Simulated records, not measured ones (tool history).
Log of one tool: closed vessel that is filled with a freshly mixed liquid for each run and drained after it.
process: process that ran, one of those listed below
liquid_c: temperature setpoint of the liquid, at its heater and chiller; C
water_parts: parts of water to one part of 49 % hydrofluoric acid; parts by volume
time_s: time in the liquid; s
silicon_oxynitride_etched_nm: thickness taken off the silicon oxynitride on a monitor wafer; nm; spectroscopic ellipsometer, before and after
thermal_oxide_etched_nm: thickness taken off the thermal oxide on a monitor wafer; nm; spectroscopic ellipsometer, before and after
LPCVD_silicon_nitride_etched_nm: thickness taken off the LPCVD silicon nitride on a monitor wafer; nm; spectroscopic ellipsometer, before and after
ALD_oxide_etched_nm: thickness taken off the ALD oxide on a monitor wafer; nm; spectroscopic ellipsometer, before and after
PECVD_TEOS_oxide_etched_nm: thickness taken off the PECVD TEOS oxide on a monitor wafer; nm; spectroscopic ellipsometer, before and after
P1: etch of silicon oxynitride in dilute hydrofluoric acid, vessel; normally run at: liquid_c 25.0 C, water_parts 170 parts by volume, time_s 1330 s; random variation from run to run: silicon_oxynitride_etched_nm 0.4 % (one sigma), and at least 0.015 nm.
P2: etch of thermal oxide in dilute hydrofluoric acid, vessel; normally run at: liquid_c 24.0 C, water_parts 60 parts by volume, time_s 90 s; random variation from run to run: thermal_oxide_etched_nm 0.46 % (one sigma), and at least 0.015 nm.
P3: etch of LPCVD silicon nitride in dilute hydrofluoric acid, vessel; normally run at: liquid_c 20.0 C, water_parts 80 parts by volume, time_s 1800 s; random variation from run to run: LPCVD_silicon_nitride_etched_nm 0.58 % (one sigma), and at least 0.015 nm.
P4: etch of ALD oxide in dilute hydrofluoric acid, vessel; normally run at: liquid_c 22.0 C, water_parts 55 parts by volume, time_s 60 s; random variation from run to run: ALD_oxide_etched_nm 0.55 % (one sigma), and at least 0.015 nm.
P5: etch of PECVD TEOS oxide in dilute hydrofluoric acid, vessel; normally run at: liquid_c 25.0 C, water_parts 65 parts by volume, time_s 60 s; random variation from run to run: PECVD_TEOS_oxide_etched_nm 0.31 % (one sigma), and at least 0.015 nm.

run	day	process	liquid_c	water_parts	time_s	hours since the thermometer was replaced	hours since the hydrofluoric acid flow meter was replaced	silicon_oxynitride_etched_nm	thermal_oxide_etched_nm	LPCVD_silicon_nitride_etched_nm	ALD_oxide_etched_nm	PECVD_TEOS_oxide_etched_nm
1	0.504	P1	25.0	170	1330	787.4	651.9	35.1890				
2	0.962	P2	24.0	60	30	798.4	662.9		2.5000			
3	1.388	P3	27.5	80	1800	808.6	673.1			14.47500		
4	1.900	P1	25.0	170	1330	820.9	685.4	35.4740				
5	2.342	P3	20.0	145	1800	831.5	696.0			4.84850		
# day 2.592: hydrofluoric acid flow meter replaced
6	2.596	P1	25.0	170	235	837.6	0.2	6.2615				
7	3.033	P1	18.5	170	1330	848.1	10.7	26.0400				
8	3.529	P4	17.0	55	60	860.0	22.6				16.313	
9	4.058	P1	25.0	170	2345	872.7	35.3	62.3160				
10	4.554	P3	20.0	80	1800	884.6	47.2			8.75830		
11	4.871	P1	25.0	70	1330	892.2	54.8	93.2900				
12	5.258	P1	21.0	100	1330	901.5	64.1	52.5910				
13	5.700	P1	21.5	60	1330	912.1	74.7	92.0440				
14	6.142	P5	32.5	65	60	922.7	85.3					27.938
15	6.462	P4	22.0	30	60	930.4	93.0				37.726	
16	6.742	P4	22.0	55	60	937.1	99.7				20.011	
17	7.038	P4	22.0	55	105	944.2	106.8				35.390	
18	7.308	P1	25.0	170	1330	950.7	113.3	35.4250				
19	7.629	P2	29.5	60	90	958.4	121.0		9.1401			
20	8.154	P3	20.0	80	1800	971.0	133.6			8.65220		
21	8.446	P1	18.0	170	85	978.0	140.6	1.6414				
22	8.692	P1	25.0	170	1330	983.9	146.5	35.6160				
23	8.971	P2	24.0	60	90	990.6	153.2		7.3774			
24	9.396	P2	24.0	105	90	1000.8	163.4		4.0161			
25	9.721	P5	25.0	65	30	1008.6	171.2					10.424
26	10.050	P5	25.0	65	60	1016.5	179.1					20.906
27	10.508	P1	32.0	170	1330	1027.5	190.1	47.6660				
28	10.821	P3	20.0	80	175	1035.0	197.6			0.86982		
29	11.342	P1	25.0	240	1330	1047.5	210.1	23.7270				
30	11.642	P5	25.0	35	60	1054.7	217.3					40.450
31	12.042	P2	24.0	60	90	1064.3	226.9		7.3833			
32	12.458	P1	25.0	170	1330	1074.3	236.9	35.1370				
33	12.788	P1	25.0	170	1330	1082.2	244.8	34.7700				
34	13.229	P1	25.0	170	1330	1092.8	255.4	34.2140				
35	13.704	P1	25.0	170	1330	1104.2	266.8	33.4600				
36	14.075	P1	25.0	170	1330	1113.1	275.7	33.1740				
37	14.612	P1	25.0	170	1330	1126.0	288.6	33.2150				
38	14.892	P1	25.0	170	1330	1132.7	295.3	33.0690				
39	15.412	P1	25.0	170	1330	1145.2	307.8	33.0280				
40	15.838	P1	25.0	170	1330	1155.4	318.0	33.0880				

What P1 gives has crept away from where it was. These 2 causes fit the log equally well, each at the size given:
A: liquid colder than its thermometer reads (K) = 1.5
B: hydrofluoric acid flow below the setpoint (%) = 5.77
The creep began at about day 12.458.

4 check runs are offered, each on 2 wafers whose results are averaged, their results left as question marks. Which one tells the causes apart?
check 1	16.262	P2	24.0	90	90				?			
check 2	16.262	P4	17.0	55	105						?	
check 3	16.262	P3	26.0	80	725					?		
check 4	16.262	P5	32.0	35	60							?

What each check would give under each cause:
check	result	if A	if B
check 1	thermal_oxide_etched_nm	4.4686	4.4419
check 2	ALD_oxide_etched_nm	26.666	26.725
check 3	LPCVD_silicon_nitride_etched_nm	4.76680	4.96070
check 4	PECVD_TEOS_oxide_etched_nm	50.571	50.384
How far apart the two closest causes lie, in the result that separates them most: check 1 0.6 %; check 2 0.22 %; check 3 3.99 %; check 4 0.37 %
Check 3 tells the causes apart: in the others they would give nearly the same result.

Check 3 was then run and gave: LPCVD_silicon_nitride_etched_nm 4.71590 nm. Which cause is it?

It is A: liquid colder than its thermometer reads (K).

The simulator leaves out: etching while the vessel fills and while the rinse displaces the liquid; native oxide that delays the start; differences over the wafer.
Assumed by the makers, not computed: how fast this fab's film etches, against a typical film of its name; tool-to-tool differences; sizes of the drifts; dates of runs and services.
